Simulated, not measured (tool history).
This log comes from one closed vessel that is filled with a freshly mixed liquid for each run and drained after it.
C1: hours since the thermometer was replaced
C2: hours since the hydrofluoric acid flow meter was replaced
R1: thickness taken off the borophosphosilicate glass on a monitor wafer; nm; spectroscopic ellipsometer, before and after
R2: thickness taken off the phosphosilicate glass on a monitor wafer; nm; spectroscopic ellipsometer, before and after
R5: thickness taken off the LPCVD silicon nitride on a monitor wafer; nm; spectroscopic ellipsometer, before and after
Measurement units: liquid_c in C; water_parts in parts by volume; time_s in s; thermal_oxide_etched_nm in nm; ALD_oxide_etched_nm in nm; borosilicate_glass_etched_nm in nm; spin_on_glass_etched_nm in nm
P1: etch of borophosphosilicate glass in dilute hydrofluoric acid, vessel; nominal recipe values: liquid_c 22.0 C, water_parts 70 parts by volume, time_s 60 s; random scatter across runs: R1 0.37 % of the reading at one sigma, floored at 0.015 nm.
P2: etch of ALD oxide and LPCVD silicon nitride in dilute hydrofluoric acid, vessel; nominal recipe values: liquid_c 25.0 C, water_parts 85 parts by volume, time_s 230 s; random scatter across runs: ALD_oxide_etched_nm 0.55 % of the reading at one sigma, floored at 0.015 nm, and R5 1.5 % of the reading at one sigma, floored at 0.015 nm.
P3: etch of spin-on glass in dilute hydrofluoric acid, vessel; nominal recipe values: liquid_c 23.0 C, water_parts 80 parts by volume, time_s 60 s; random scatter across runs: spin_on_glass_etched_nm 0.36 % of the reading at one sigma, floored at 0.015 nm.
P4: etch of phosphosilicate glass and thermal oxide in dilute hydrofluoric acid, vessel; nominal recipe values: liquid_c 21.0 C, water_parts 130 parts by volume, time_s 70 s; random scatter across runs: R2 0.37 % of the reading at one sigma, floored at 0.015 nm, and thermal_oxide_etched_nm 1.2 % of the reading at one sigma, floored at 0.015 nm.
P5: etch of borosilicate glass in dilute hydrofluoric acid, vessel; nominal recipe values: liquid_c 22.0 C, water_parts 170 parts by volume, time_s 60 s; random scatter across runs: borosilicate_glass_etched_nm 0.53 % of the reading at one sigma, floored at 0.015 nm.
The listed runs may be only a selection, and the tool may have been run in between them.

run 1 day=0.404 | process=P1 liquid_c=22.0 water_parts=70 time_s=60 | C1=768.3 C2=568.5 | R1=30.977
run 2 day=0.758 | process=P4 liquid_c=21.0 water_parts=130 time_s=30 | C1=776.8 C2=577.0 | R2=21.415 thermal_oxide_etched_nm=0.90407
run 3 day=1.071 | process=P2 liquid_c=25.0 water_parts=85 time_s=230 | C1=784.3 C2=584.5 | ALD_oxide_etched_nm=37.177 R5=1.5463
run 4 day=1.421 | process=P1 liquid_c=22.0 water_parts=70 time_s=60 | C1=792.7 C2=592.9 | R1=31.277
run 5 day=1.646 | process=P1 liquid_c=22.0 water_parts=70 time_s=60 | C1=798.1 C2=598.3 | R1=31.122
run 6 day=2.004 | process=P5 liquid_c=29.5 water_parts=170 time_s=60 | C1=806.7 C2=606.9 | borosilicate_glass_etched_nm=8.2436
run 7 day=2.471 | process=P2 liquid_c=29.0 water_parts=85 time_s=230 | C1=817.9 C2=618.1 | ALD_oxide_etched_nm=43.193 R5=1.9422
run 8 day=2.708 | process=P1 liquid_c=22.0 water_parts=20 time_s=30 | C1=823.6 C2=623.8 | R1=57.936
run 9 day=2.967 | process=P1 liquid_c=22.0 water_parts=70 time_s=30 | C1=829.8 C2=630.0 | R1=15.482
run 10 day=3.425 | process=P4 liquid_c=26.5 water_parts=130 time_s=70 | C1=840.8 C2=641.0 | R2=62.222 thermal_oxide_etched_nm=2.59310
run 11 day=3.829 | process=P3 liquid_c=23.0 water_parts=80 time_s=110 | C1=850.5 C2=650.7 | spin_on_glass_etched_nm=86.492
run 12 day=4.204 | process=P2 liquid_c=25.0 water_parts=40 time_s=230 | C1=859.5 C2=659.7 | ALD_oxide_etched_nm=84.396 R5=3.1573
run 13 day=4.479 | process=P1 liquid_c=17.0 water_parts=70 time_s=60 | C1=866.1 C2=666.3 | R1=25.058
run 14 day=4.833 | process=P2 liquid_c=25.0 water_parts=85 time_s=365 | C1=874.6 C2=674.8 | ALD_oxide_etched_nm=59.293 R5=2.3870
run 15 day=5.142 | process=P4 liquid_c=21.0 water_parts=45 time_s=70 | C1=882.0 C2=682.2 | R2=159.620 thermal_oxide_etched_nm=6.74910
run 16 day=5.429 | process=P1 liquid_c=22.0 water_parts=125 time_s=60 | C1=888.9 C2=689.1 | R1=16.249
run 17 day=5.888 | process=P1 liquid_c=25.5 water_parts=70 time_s=60 | C1=899.9 C2=700.1 | R1=35.839
run 18 day=6.217 | process=P1 liquid_c=22.0 water_parts=70 time_s=100 | C1=907.8 C2=708.0 | R1=51.602
run 19 day=6.546 | process=P2 liquid_c=25.0 water_parts=85 time_s=230 | C1=915.7 C2=715.9 | ALD_oxide_etched_nm=37.043 R5=1.5241
run 20 day=6.758 | process=P4 liquid_c=21.0 water_parts=130 time_s=70 | C1=920.8 C2=721.0 | R2=49.887 thermal_oxide_etched_nm=2.17640
run 21 day=6.971 | process=P1 liquid_c=22.0 water_parts=20 time_s=60 | C1=925.9 C2=726.1 | R1=115.130
run 22 day=7.321 | process=P1 liquid_c=22.0 water_parts=70 time_s=60 | C1=934.3 C2=734.5 | R1=31.100
run 23 day=7.767 | process=P5 liquid_c=22.0 water_parts=60 time_s=60 | C1=945.0 C2=745.2 | borosilicate_glass_etched_nm=20.1430
run 24 day=8.054 | process=P3 liquid_c=23.0 water_parts=130 time_s=60 | C1=951.9 C2=752.1 | spin_on_glass_etched_nm=27.309
run 25 day=8.392 | process=P3 liquid_c=23.0 water_parts=80 time_s=60 | C1=960.0 C2=760.2 | spin_on_glass_etched_nm=47.441
run 26 day=8.675 | process=P5 liquid_c=22.0 water_parts=170 time_s=60 | C1=966.8 C2=767.0 | borosilicate_glass_etched_nm=6.2290
run 27 day=9.000 | process=P1 liquid_c=22.0 water_parts=70 time_s=60 | C1=974.6 C2=774.8 | R1=30.956
run 28 day=9.225 | process=P3 liquid_c=17.0 water_parts=80 time_s=60 | C1=980.0 C2=780.2 | spin_on_glass_etched_nm=36.682
run 29 day=9.521 | process=P5 liquid_c=22.0 water_parts=170 time_s=30 | C1=987.1 C2=787.3 | borosilicate_glass_etched_nm=3.1122
run 30 day=9.921 | process=P1 liquid_c=22.0 water_parts=70 time_s=60 | C1=996.7 C2=796.9 | R1=30.995
run 31 day=10.246 | process=P1 liquid_c=22.0 water_parts=70 time_s=60 | C1=1004.5 C2=804.7 | R1=30.219
run 32 day=10.462 | process=P1 liquid_c=22.0 water_parts=70 time_s=60 | C1=1009.7 C2=809.9 | R1=29.654
run 33 day=10.708 | process=P1 liquid_c=22.0 water_parts=70 time_s=60 | C1=1015.6 C2=815.8 | R1=29.477
run 34 day=11.033 | process=P1 liquid_c=22.0 water_parts=70 time_s=60 | C1=1023.4 C2=823.6 | R1=29.296
run 35 day=11.475 | process=P1 liquid_c=22.0 water_parts=70 time_s=60 | C1=1034.0 C2=834.2 | R1=29.020
run 36 day=11.750 | process=P1 liquid_c=22.0 water_parts=70 time_s=60 | C1=1040.6 C2=840.8 | R1=28.891
run 37 day=12.117 | process=P1 liquid_c=22.0 water_parts=70 time_s=60 | C1=1049.4 C2=849.6 | R1=28.759
run 38 day=12.521 | process=P1 liquid_c=22.0 water_parts=70 time_s=60 | C1=1059.1 C2=859.3 | R1=28.554
run 39 day=12.929 | process=P1 liquid_c=22.0 water_parts=70 time_s=60 | C1=1068.9 C2=869.1 | R1=28.529

The log shows P1 creeping away from where it was. Any of the 2 causes listed here, at the size stated for it, fits the log just as well as the others:
A: liquid colder than its thermometer reads (K) = 1.88
B: hydrofluoric acid flow below the setpoint (%) = 6.9
The onset of the drift is placed at about day 9.921.

Which of the check runs below tells the causes apart, meaning the causes would give it clearly different results? Each run uses 5 wafers whose results are averaged, and each result is shown as a question mark.
run check 1 day=13.338 | process=P4 liquid_c=24.5 water_parts=60 time_s=70 | R2=? thermal_oxide_etched_nm=?
run check 2 day=13.338 | process=P5 liquid_c=28.5 water_parts=65 time_s=60 | borosilicate_glass_etched_nm=?
run check 3 day=13.338 | process=P3 liquid_c=17.0 water_parts=80 time_s=95 | spin_on_glass_etched_nm=?
run check 4 day=13.338 | process=P2 liquid_c=25.0 water_parts=55 time_s=230 | ALD_oxide_etched_nm=? R5=?

What each check would give under each cause:
check=check_1 result=R2 if_A=125.770 if_B=125.730
check=check_1 result=thermal_oxide_etched_nm if_A=5.35010 if_B=5.34810
check=check_2 result=borosilicate_glass_etched_nm if_A=22.1820 if_B=22.0880
check=check_3 result=spin_on_glass_etched_nm if_A=53.680 if_B=53.845
check=check_4 result=ALD_oxide_etched_nm if_A=55.251 if_B=55.250
check=check_4 result=R5 if_A=2.0573 if_B=2.1760
Smallest distance between any two causes, each pair judged by its most separating result, in per cent: check 1 0.04 %; check 2 0.42 %; check 3 0.31 %; check 4 5.61 %
The causes can be told apart only by check 4. The other checks would give nearly the same results under each of them.

After running check 4, the following was obtained: ALD_oxide_etched_nm 55.169 nm; R5 2.0647 nm. Which cause does this point to?

It was cause A: liquid colder than its thermometer reads (K).

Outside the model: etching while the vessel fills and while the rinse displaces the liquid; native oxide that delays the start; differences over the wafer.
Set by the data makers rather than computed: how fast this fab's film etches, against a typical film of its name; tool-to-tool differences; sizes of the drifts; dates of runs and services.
